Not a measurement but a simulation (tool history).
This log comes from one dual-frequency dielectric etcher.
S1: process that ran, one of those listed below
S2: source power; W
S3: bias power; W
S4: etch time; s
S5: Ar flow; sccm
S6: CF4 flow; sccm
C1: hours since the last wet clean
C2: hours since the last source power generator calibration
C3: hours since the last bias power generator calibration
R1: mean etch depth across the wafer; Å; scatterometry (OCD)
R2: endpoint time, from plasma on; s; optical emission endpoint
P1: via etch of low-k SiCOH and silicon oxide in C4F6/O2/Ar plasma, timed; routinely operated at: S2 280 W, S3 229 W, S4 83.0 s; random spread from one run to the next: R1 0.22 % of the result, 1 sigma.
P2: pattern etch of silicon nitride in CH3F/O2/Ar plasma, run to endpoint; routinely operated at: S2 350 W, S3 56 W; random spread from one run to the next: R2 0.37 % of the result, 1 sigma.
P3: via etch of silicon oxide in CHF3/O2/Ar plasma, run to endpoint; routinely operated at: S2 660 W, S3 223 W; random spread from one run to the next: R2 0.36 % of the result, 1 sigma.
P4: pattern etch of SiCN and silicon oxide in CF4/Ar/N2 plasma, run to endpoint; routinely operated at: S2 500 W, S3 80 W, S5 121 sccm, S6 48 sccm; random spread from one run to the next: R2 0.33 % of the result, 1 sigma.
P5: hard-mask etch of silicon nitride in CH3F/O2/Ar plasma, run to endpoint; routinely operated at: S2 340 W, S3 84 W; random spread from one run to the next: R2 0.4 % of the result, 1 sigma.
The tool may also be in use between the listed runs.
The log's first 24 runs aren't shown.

run	hour	S1	S2	S3	S4	S5	S6	C1	C2	C3	R1	R2
25	131.7	P2	350	79				36.0	765.5	1404.8		56.494
26	135.3	P1	230	282	83.0			39.6	769.1	1408.4	2187.5	
27	140.1	P4	500	80		121	35	44.4	773.9	1413.2		17.723
28	143.6	P1	360	229	83.0			47.9	777.4	1416.7	2425.9	
29	150.5	P1	280	229	83.0			54.8	784.3	1423.6	2193.0	
30	156.1	P5	340	84				60.4	789.9	1429.2		67.225
31	159.4	P3	850	223				63.7	793.2	1432.5		332.690
32	164.6	P1	280	229	83.0			68.9	798.4	1437.7	2207.6	
33	172.0	P1	280	229	83.0			76.3	805.8	1445.1	2183.8	
34	176.4	P1	280	229	83.0			80.7	810.2	1449.5	2183.8	

What will run 35 give?
35	180.4	P1	280	229	83.0			84.7	814.2	1453.5	?	

Run 35 came out at R1 2168.7 Å.
